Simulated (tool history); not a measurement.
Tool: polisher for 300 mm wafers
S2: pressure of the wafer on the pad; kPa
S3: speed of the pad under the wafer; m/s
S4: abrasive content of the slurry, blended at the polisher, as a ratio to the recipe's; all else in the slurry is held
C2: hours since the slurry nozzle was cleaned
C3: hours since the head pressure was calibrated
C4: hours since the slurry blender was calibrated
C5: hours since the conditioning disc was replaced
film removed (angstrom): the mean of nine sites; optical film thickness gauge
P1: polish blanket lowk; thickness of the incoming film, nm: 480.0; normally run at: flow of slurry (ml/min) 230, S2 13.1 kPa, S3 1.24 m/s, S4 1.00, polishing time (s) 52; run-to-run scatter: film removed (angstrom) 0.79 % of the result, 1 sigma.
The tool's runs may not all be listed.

Run 1, hour 8.8: flow of slurry (ml/min) 230, S2 13.1 kPa, S3 1.24 m/s, S4 1.00, polishing time (s) 52; wafers polished on this pad 683; C2 64.7; C3 415.7; C4 128.7; C5 234.9. Result: film removed (angstrom) 264.55.
Run 2, hour 20.1: flow of slurry (ml/min) 230, S2 13.1 kPa, S3 0.58 m/s, S4 1.00, polishing time (s) 52; wafers polished on this pad 839; C2 76.0; C3 427.0; C4 140.0; C5 246.2. Result: film removed (angstrom) 144.42.
Run 3, hour 34.7: flow of slurry (ml/min) 230, S2 13.1 kPa, S3 1.24 m/s, S4 1.00, polishing time (s) 72; wafers polished on this pad 1041; C2 90.6; C3 441.6; C4 154.6; C5 260.8. Result: film removed (angstrom) 363.81.
Run 4, hour 41.2: flow of slurry (ml/min) 230, S2 13.1 kPa, S3 1.24 m/s, S4 1.00, polishing time (s) 52; wafers polished on this pad 1130; C2 97.1; C3 448.1; C4 161.1; C5 267.3. Result: film removed (angstrom) 264.06.
Run 5, hour 51.2: flow of slurry (ml/min) 230, S2 13.1 kPa, S3 1.24 m/s, S4 1.00, polishing time (s) 52; wafers polished on this pad 1268; C2 107.1; C3 458.1; C4 171.1; C5 277.3. Result: film removed (angstrom) 263.80.
Run 6, hour 64.1: flow of slurry (ml/min) 230, S2 13.1 kPa, S3 1.24 m/s, S4 1.30, polishing time (s) 52; wafers polished on this pad 1447; C2 120.0; C3 471.0; C4 184.0; C5 290.2. Result: film removed (angstrom) 297.57.
Run 7, hour 73.5: flow of slurry (ml/min) 345, S2 13.1 kPa, S3 1.24 m/s, S4 1.00, polishing time (s) 52; wafers polished on this pad 1577; C2 129.4; C3 480.4; C4 193.4; C5 299.6. Result: film removed (angstrom) 276.51.
Run 8, hour 81.1: flow of slurry (ml/min) 230, S2 13.1 kPa, S3 1.24 m/s, S4 0.55, polishing time (s) 52; wafers polished on this pad 1682; C2 137.0; C3 488.0; C4 201.0; C5 307.2. Result: film removed (angstrom) 194.16.
Run 9, hour 89.1: flow of slurry (ml/min) 230, S2 13.1 kPa, S3 0.86 m/s, S4 0.70, polishing time (s) 52; wafers polished on this pad 1792; C2 145.0; C3 496.0; C4 209.0; C5 315.2. Result: film removed (angstrom) 165.89.
Run 10, hour 98.5: flow of slurry (ml/min) 230, S2 13.1 kPa, S3 1.24 m/s, S4 1.00, polishing time (s) 24; wafers polished on this pad 1922; C2 154.4; C3 505.4; C4 218.4; C5 324.6. Result: film removed (angstrom) 121.22.
Run 11, hour 109.1: flow of slurry (ml/min) 230, S2 13.1 kPa, S3 1.24 m/s, S4 1.00, polishing time (s) 52; wafers polished on this pad 2068; C2 165.0; C3 516.0; C4 229.0; C5 335.2. Result: film removed (angstrom) 264.86.
Run 12, hour 123.3: flow of slurry (ml/min) 165, S2 13.1 kPa, S3 1.70 m/s, S4 1.00, polishing time (s) 52; wafers polished on this pad 2264; C2 179.2; C3 530.2; C4 243.2; C5 349.4. Result: film removed (angstrom) 328.25.
Run 13, hour 133.5: flow of slurry (ml/min) 230, S2 20.7 kPa, S3 1.24 m/s, S4 1.00, polishing time (s) 52; wafers polished on this pad 2405; C2 189.4; C3 540.4; C4 253.4; C5 359.6. Result: film removed (angstrom) 416.90.
Run 14, hour 141.4: flow of slurry (ml/min) 140, S2 13.1 kPa, S3 1.24 m/s, S4 1.00, polishing time (s) 52; wafers polished on this pad 2515; C2 197.3; C3 548.3; C4 261.3; C5 367.5. Result: film removed (angstrom) 245.61.
Run 15, hour 151.6: flow of slurry (ml/min) 230, S2 13.1 kPa, S3 1.80 m/s, S4 1.00, polishing time (s) 52; wafers polished on this pad 2655; C2 207.5; C3 558.5; C4 271.5; C5 377.7. Result: film removed (angstrom) 351.72.
Run 16, hour 158.6: flow of slurry (ml/min) 230, S2 13.1 kPa, S3 1.24 m/s, S4 1.00, polishing time (s) 52; wafers polished on this pad 2752; C2 214.5; C3 565.5; C4 278.5; C5 384.7. Result: film removed (angstrom) 265.58.
Run 17, hour 165.6: flow of slurry (ml/min) 230, S2 13.1 kPa, S3 1.24 m/s, S4 0.75, polishing time (s) 31; wafers polished on this pad 2849; C2 221.5; C3 572.5; C4 285.5; C5 391.7. Result: film removed (angstrom) 135.54.
Run 18, hour 177.1: flow of slurry (ml/min) 230, S2 9.7 kPa, S3 1.24 m/s, S4 1.00, polishing time (s) 52; wafers polished on this pad 3008; C2 233.0; C3 584.0; C4 297.0; C5 403.2. Result: film removed (angstrom) 194.74.
Run 19, hour 186.7: flow of slurry (ml/min) 230, S2 13.1 kPa, S3 1.24 m/s, S4 1.00, polishing time (s) 52; wafers polished on this pad 3140; C2 242.6; C3 593.6; C4 306.6; C5 412.8. Result: film removed (angstrom) 266.71.
Run 20, hour 194.3: flow of slurry (ml/min) 230, S2 13.1 kPa, S3 1.24 m/s, S4 1.00, polishing time (s) 52; wafers polished on this pad 3245; C2 250.2; C3 601.2; C4 314.2; C5 420.4. Result: film removed (angstrom) 257.09.
Run 21, hour 202.3: flow of slurry (ml/min) 230, S2 13.1 kPa, S3 1.24 m/s, S4 1.00, polishing time (s) 52; wafers polished on this pad 3356; C2 258.2; C3 609.2; C4 322.2; C5 428.4. Result: film removed (angstrom) 253.13.
Run 22, hour 216.2: flow of slurry (ml/min) 230, S2 13.1 kPa, S3 1.24 m/s, S4 1.00, polishing time (s) 52; wafers polished on this pad 3548; C2 272.1; C3 623.1; C4 336.1; C5 442.3. Result: film removed (angstrom) 249.68.
Run 23, hour 224.4: flow of slurry (ml/min) 230, S2 13.1 kPa, S3 1.24 m/s, S4 1.00, polishing time (s) 52; wafers polished on this pad 3661; C2 280.3; C3 631.3; C4 344.3; C5 450.5. Result: film removed (angstrom) 247.33.
At hour 233.4: conditioning disc replaced and pad reconditioned.
At hour 234.0: slurry nozzle cleaned.
Run 24, hour 238.7: flow of slurry (ml/min) 230, S2 13.1 kPa, S3 1.24 m/s, S4 1.00, polishing time (s) 52; wafers polished on this pad 3859; C2 4.8; C3 645.6; C4 358.6; C5 5.4. Result: film removed (angstrom) 244.29.
Run 25, hour 246.6: flow of slurry (ml/min) 230, S2 13.1 kPa, S3 1.24 m/s, S4 1.00, polishing time (s) 52; wafers polished on this pad 3968; C2 12.7; C3 653.5; C4 366.5; C5 13.3. Result: film removed (angstrom) 237.36.
Run 26, hour 260.2: flow of slurry (ml/min) 230, S2 13.1 kPa, S3 1.24 m/s, S4 1.00, polishing time (s) 52; wafers polished on this pad 4156; C2 26.3; C3 667.1; C4 380.1; C5 26.9. Result: film removed (angstrom) 239.45.
At hour 260.9: head pressure recalibrated.
Run 27, hour 273.8: flow of slurry (ml/min) 230, S2 13.1 kPa, S3 1.24 m/s, S4 1.00, polishing time (s) 52; wafers polished on this pad 4344; C2 39.9; C3 13.0; C4 393.7; C5 40.5. Result: film removed (angstrom) 240.20.
Run 28, hour 288.3: flow of slurry (ml/min) 230, S2 13.1 kPa, S3 1.24 m/s, S4 1.00, polishing time (s) 52; wafers polished on this pad 4544; C2 54.4; C3 27.5; C4 408.2; C5 55.0. Result: film removed (angstrom) 235.06.
Run 29, hour 300.5: flow of slurry (ml/min) 230, S2 13.1 kPa, S3 1.24 m/s, S4 1.00, polishing time (s) 52; wafers polished on this pad 4712; C2 66.6; C3 39.7; C4 420.4; C5 67.2. Result: film removed (angstrom) 238.11.
Run 30, hour 312.2: flow of slurry (ml/min) 230, S2 13.1 kPa, S3 1.24 m/s, S4 1.00, polishing time (s) 52; wafers polished on this pad 4874; C2 78.3; C3 51.4; C4 432.1; C5 78.9. Result: film removed (angstrom) 235.19.

What P1 gives has crept away from where it was. These 2 causes fit the log equally well, each at the size given:
A: removal rate lost through wear of the pad, % = 10.4
B: abrasive missing from the slurry, % = 20.3
The creep began at about hour 186.7.
Why every other cause is out:
slurry flow missing at the pad, %: serviced at hour 234.0, which brought nothing back
head's pressure below its setpoint, %: serviced at hour 260.9, which brought nothing back
time polished since the conditioner stopped cutting, s: serviced at hour 233.4, which brought nothing back

4 check runs are offered, each on 5 wafers whose results are averaged, their results left as question marks. Which one tells the causes apart?
Run check 1, hour 323.9: flow of slurry (ml/min) 230, S2 13.1 kPa, S3 1.24 m/s, S4 0.60, polishing time (s) 52. Result: film removed (angstrom) ?.
Run check 2, hour 323.9: flow of slurry (ml/min) 140, S2 13.1 kPa, S3 0.60 m/s, S4 1.00, polishing time (s) 52. Result: film removed (angstrom) ?.
Run check 3, hour 323.9: flow of slurry (ml/min) 230, S2 13.1 kPa, S3 0.62 m/s, S4 1.00, polishing time (s) 52. Result: film removed (angstrom) ?.
Run check 4, hour 323.9: flow of slurry (ml/min) 230, S2 20.0 kPa, S3 1.24 m/s, S4 1.00, polishing time (s) 52. Result: film removed (angstrom) ?.

What each check would give under each cause:
  check                   result    if A    if B
check 1  film removed (angstrom)  181.74  176.67
check 2  film removed (angstrom)  123.16  123.19
check 3  film removed (angstrom)  136.01  136.05
check 4  film removed (angstrom)  361.44  361.54
How far apart the two closest causes lie, in the result that separates them most: check 1 2.83 %; check 2 0.03 %; check 3 0.03 %; check 4 0.03 %
Check 1 tells the causes apart: in the others they would give nearly the same result.

Then check 1 was run and gave: film removed (angstrom) 177.57. Which cause is it?

It is B: abrasive missing from the slurry, %.
